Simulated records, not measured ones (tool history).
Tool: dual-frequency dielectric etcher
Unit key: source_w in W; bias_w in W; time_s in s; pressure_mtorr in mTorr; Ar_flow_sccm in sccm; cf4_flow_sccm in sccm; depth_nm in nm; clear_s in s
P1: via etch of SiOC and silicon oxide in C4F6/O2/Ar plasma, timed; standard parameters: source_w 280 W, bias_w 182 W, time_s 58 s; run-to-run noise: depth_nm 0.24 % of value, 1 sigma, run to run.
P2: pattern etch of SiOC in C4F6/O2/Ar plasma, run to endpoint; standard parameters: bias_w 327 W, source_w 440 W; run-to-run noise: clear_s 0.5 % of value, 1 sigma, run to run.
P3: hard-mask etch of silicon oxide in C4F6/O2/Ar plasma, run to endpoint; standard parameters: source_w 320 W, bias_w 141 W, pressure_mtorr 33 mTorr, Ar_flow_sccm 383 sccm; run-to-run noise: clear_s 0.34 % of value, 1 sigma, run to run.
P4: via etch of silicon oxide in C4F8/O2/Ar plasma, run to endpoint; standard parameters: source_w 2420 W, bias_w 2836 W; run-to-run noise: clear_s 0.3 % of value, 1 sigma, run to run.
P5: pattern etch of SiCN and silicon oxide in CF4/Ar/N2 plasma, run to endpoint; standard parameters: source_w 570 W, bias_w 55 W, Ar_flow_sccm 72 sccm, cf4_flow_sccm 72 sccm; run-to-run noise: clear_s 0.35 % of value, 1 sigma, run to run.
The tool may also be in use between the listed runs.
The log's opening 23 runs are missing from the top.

run,hour,process,source_w,bias_w,time_s,pressure_mtorr,Ar_flow_sccm,cf4_flow_sccm,hours since the last wet clean,hours since the last source power generator calibration,hours since the last bias power generator calibration,depth_nm,clear_s
24,334.4,P3,320,97,,33,383,,387.1,1432.1,1671.1,,64.149
25,349.8,P1,200,182,58,,,,402.5,1447.5,1686.5,49.354,
26,363.8,P3,320,141,,39,383,,416.5,1461.5,1700.5,,58.715
27,375.2,P4,2420,2836,,,,,427.9,1472.9,1711.9,,249.520
28,387.7,P1,280,182,32,,,,440.4,1485.4,1724.4,30.849,
29,400.2,P2,330,327,,,,,452.9,1497.9,1736.9,,19.404
30,418.0,P2,440,465,,,,,470.7,1515.7,1754.7,,15.458
31,431.7,P1,280,134,58,,,,484.4,1529.4,1768.4,50.648,
32,443.9,P1,280,182,58,,,,496.6,1541.6,1780.6,55.712,
33,454.4,P1,280,182,58,,,,507.1,1552.1,1791.1,56.080,
34,471.2,P1,280,182,58,,,,523.9,1568.9,1807.9,55.918,
35,484.3,P1,280,182,58,,,,537.0,1582.0,1821.0,55.460,
36,492.9,P1,280,182,58,,,,545.6,1590.6,1829.6,55.451,
# hour 504.9: wet clean of the chamber
37,506.1,P1,280,182,58,,,,1.2,1603.8,1842.8,55.501,

Run 38 comes next. What will it give?
38,518.8,P1,280,182,58,,,,13.9,1616.5,1855.5,?,

{"run 38": {"depth_nm": 55.406}}
